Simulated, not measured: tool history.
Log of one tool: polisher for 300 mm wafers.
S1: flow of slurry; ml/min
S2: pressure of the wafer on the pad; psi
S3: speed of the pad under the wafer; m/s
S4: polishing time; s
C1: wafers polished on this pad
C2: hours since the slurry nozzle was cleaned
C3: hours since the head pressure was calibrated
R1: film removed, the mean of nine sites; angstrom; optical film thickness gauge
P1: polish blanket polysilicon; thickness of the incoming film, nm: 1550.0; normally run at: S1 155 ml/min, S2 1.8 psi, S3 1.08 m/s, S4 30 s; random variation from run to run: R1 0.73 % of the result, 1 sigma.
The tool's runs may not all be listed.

| run | day | S1 | S2 | S3 | S4 | C1 | C2 | C3 | R1 |
|---|---|---|---|---|---|---|---|---|---|
| 1 | 0.3 | 155 | 1.8 | 1.08 | 30 | 500 | 217.8 | 106.9 | 1997.1 |
| 2 | 0.708 | 155 | 1.8 | 1.68 | 30 | 619 | 227.6 | 116.7 | 3134.4 |
| 3 | 1.171 | 155 | 1.8 | 1.08 | 30 | 753 | 238.7 | 127.8 | 2026 |
| 4 | 1.512 | 155 | 1.8 | 0.56 | 30 | 852 | 246.9 | 136 | 1042.5 |
| 5 | 1.988 | 155 | 1.8 | 1.08 | 30 | 990 | 258.3 | 147.4 | 2030.9 |
| 6 | 2.288 | 155 | 1.8 | 1.08 | 45 | 1077 | 265.5 | 154.6 | 3047.7 |
| 7 | 2.829 | 155 | 1.8 | 1.08 | 30 | 1235 | 278.5 | 167.6 | 2033.2 |
| 8 | 3.125 | 155 | 2.7 | 1.08 | 30 | 1321 | 285.6 | 174.7 | 3027.3 |
| 9 | 3.612 | 155 | 2.6 | 1.08 | 45 | 1462 | 297.3 | 186.4 | 4360.1 |
| 10 | 3.967 | 155 | 1.8 | 1.08 | 30 | 1565 | 305.8 | 194.9 | 2011.3 |
| 11 | 4.333 | 220 | 1.8 | 1.08 | 30 | 1672 | 314.6 | 203.7 | 2151.4 |
| 12 | 4.821 | 155 | 1.8 | 1.08 | 19 | 1813 | 326.3 | 215.4 | 1289.8 |
| 13 | 5.225 | 195 | 1.8 | 1.08 | 42 | 1930 | 336 | 225.1 | 2946.7 |
| 14 | 5.575 | 95 | 1.8 | 1.08 | 30 | 2032 | 344.4 | 233.5 | 1808.7 |
|  | 5.829 | slurry nozzle cleaned |
| 15 | 6.075 | 155 | 0.9 | 1.08 | 30 | 2177 | 6 | 245.5 | 1020.5 |
| 16 | 6.492 | 155 | 1.8 | 1.08 | 30 | 2298 | 16 | 255.5 | 2007.4 |
| 17 | 7.033 | 155 | 1.8 | 1.08 | 30 | 2456 | 29 | 268.5 | 2003.9 |
| 18 | 7.538 | 155 | 1.8 | 1.08 | 30 | 2602 | 41.1 | 280.6 | 1936.6 |
| 19 | 7.921 | 155 | 1.8 | 1.08 | 30 | 2713 | 50.3 | 289.8 | 1926.1 |
| 20 | 8.438 | 155 | 1.8 | 1.08 | 30 | 2864 | 62.7 | 302.2 | 1894.1 |
| 21 | 9.004 | 155 | 1.8 | 1.08 | 30 | 3028 | 76.3 | 315.8 | 1855.8 |
| 22 | 9.396 | 155 | 1.8 | 1.08 | 30 | 3142 | 85.7 | 325.2 | 1892.1 |
|  | 9.692 | head pressure recalibrated |
| 23 | 9.771 | 155 | 1.8 | 1.08 | 30 | 3251 | 94.7 | 1.9 | 1839.8 |
| 24 | 10.062 | 155 | 1.8 | 1.08 | 30 | 3335 | 101.7 | 8.9 | 1828.3 |
| 25 | 10.554 | 155 | 1.8 | 1.08 | 30 | 3478 | 113.5 | 20.7 | 1837.5 |
| 26 | 10.833 | 155 | 1.8 | 1.08 | 30 | 3559 | 120.2 | 27.4 | 1852.8 |
| 27 | 11.129 | 155 | 1.8 | 1.08 | 30 | 3645 | 127.3 | 34.5 | 1809 |
| 28 | 11.488 | 155 | 1.8 | 1.08 | 30 | 3749 | 135.9 | 43.1 | 1843.9 |

What P1 gives has crept away from where it was. These 2 causes fit the log equally well, each at the size given:
A: slurry flow missing at the pad, % = 37
B: removal rate lost through wear of the pad, % = 9.29
The creep began at about day 7.033.
Why every other cause is out:
head's pressure below its setpoint, %: serviced at day 9.692, which brought nothing back

4 check runs are offered, one wafer each, their results left as question marks. Which one tells the causes apart?
| check 1 | 11.846 | 95 | 1.8 | 1.38 | 30 |  |  |  | ? |
| check 2 | 11.846 | 155 | 1.8 | 1.6 | 45 |  |  |  | ? |
| check 3 | 11.846 | 155 | 1 | 1.08 | 24 |  |  |  | ? |
| check 4 | 11.846 | 155 | 2.4 | 1.08 | 41 |  |  |  | ? |

What each check would give under each cause:
| check | result | if A | if B |
|---|---|---|---|
| check 1 | R1 | 2004.6 | 2111 |
| check 2 | R1 | 4076.3 | 4075.8 |
| check 3 | R1 | 815.26 | 815.15 |
| check 4 | R1 | 3342.6 | 3342.1 |
How far apart the two closest causes lie, in the result that separates them most: check 1 5.17 %; check 2 0.01 %; check 3 0.01 %; check 4 0.01 %
Only check 1 tells the causes apart: in the others they would give nearly the same result.

Then check 1 was run and gave: R1 2119.9 angstrom. Which cause is it?

It is B: removal rate lost through wear of the pad, %.
